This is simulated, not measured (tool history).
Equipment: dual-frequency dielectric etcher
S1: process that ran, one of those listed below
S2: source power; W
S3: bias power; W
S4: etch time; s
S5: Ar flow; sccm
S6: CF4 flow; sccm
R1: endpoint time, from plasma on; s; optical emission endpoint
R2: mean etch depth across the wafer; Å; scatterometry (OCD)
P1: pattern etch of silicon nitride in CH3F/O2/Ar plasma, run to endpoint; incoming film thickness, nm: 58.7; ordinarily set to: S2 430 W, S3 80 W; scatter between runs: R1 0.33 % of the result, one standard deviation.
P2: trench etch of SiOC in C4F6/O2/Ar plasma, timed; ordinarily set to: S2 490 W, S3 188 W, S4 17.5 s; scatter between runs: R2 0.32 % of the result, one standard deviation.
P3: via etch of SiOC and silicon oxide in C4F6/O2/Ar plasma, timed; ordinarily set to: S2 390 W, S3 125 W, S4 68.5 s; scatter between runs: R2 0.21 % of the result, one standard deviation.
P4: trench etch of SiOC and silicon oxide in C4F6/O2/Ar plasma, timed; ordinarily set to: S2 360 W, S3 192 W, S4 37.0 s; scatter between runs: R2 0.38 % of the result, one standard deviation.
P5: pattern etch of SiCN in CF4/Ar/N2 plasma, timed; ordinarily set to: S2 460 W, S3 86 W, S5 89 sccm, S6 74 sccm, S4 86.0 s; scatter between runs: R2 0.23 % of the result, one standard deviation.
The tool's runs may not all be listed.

run   hour  S1   S2   S3    S4   S5  S6      R1       R2
  1    7.0  P1  430   80                 81.589
  2   11.2  P2  490  188  24.0                    535.90
  3   17.1  P1  430   80                 81.355
  4   22.5  P1  430   80                 81.770
  5   28.1  P1  430   55                 92.514
  6   35.9  P1  570   98                 68.125
  7   40.1  P5  630   86  86.0   89  74          1097.10
  8   47.0  P5  460   86  86.0   89  74           832.37
  9   53.1  P4  360  192  37.0                    705.29
 10   59.5  P4  430  192  37.0                    757.29
 11   67.4  P1  430   80                 81.104
 12   74.2  P5  460   86  47.5   89  74           457.48
 13   81.5  P2  490  188  17.5                    390.55
 14   85.9  P4  360  231  37.0                    752.21
 15   90.6  P1  510  112                 67.562
 16   96.6  P1  610   80                 71.252
 17  103.8  P3  390  125  88.5                    868.00
 18  108.9  P2  490  188  17.5                    392.05
 19  115.0  P1  600  105                 65.290
 20  119.8  P2  490  266  17.5                    436.60
 21  125.8  P5  460   86  86.0   89  56           799.96
 22  132.8  P3  240  125  68.5                    556.11
 23  137.8  P5  460  110  86.0   89  74           911.99
 24  145.0  P5  460   86  86.0  114  74           803.63
 25  149.2  P1  300   80                 93.646
 26  155.1  P5  460   86  86.0   89  74           833.64
 27  158.7  P2  600  188  17.5                    424.31
 28  165.3  P4  360  192  21.5                    410.87
 29  172.5  P1  430  108                 73.184
 30  178.0  P3  390  125  68.5                    673.68
 31  182.6  P3  390   76  68.5                    584.44
 32  189.4  P1  430   80                 81.724
 33  196.8  P1  430   80                 81.504
 34  201.1  P1  430   80                 82.328
 35  205.8  P1  430   80                 82.448
 36  210.7  P1  430   80                 82.410
 37  214.3  P1  430   80                 83.108
 38  219.4  P1  430   80                 82.905
     224.7  -- wet clean of the chamber
 39  225.6  P1  430   80                 82.648
 40  229.3  P1  430   80                 82.717
 41  235.9  P1  430   80                 82.799

What P1 gives has crept away from where it was. These 2 causes fit the log equally well, each at the size given:
A: bias power that arrives under what is set, % = 4.61
B: source power that arrives under what is set, % = 4.25
The drift started at roughly hour 196.8.
Other possible causes, and why each is ruled out:
chamber walls in a state that lowers the etch rate, %: work on it at hour 224.7, done after the drift set in, did not restore what the process gave before

Listed below are the offered check runs, one wafer per run, with question marks in place of results. For which of them would the causes give clearly different outcomes?
check 1  242.5  P4  360  192  37.0               ?
check 2  242.5  P3  390  125  68.5               ?
check 3  242.5  P2  490  188  17.5               ?
check 4  242.5  P5  460   86  86.0  89  74       ?

What each check would give under each cause:
  check  result    if A    if B
check 1      R2  694.55  693.43
check 2      R2  662.91  660.76
check 3      R2  385.16  384.33
check 4      R2  818.63  801.10
Per check, the gap between the least separated pair of causes, taken in the result that splits them most: check 1 0.16 %; check 2 0.33 %; check 3 0.22 %; check 4 2.16 %
Only in check 4 would the causes give clearly different results; in the remaining checks their results would be nearly the same.

Check 4 was then run and gave: R2 816.94 Å. Which cause is it?

A is the cause: bias power that arrives under what is set, %.

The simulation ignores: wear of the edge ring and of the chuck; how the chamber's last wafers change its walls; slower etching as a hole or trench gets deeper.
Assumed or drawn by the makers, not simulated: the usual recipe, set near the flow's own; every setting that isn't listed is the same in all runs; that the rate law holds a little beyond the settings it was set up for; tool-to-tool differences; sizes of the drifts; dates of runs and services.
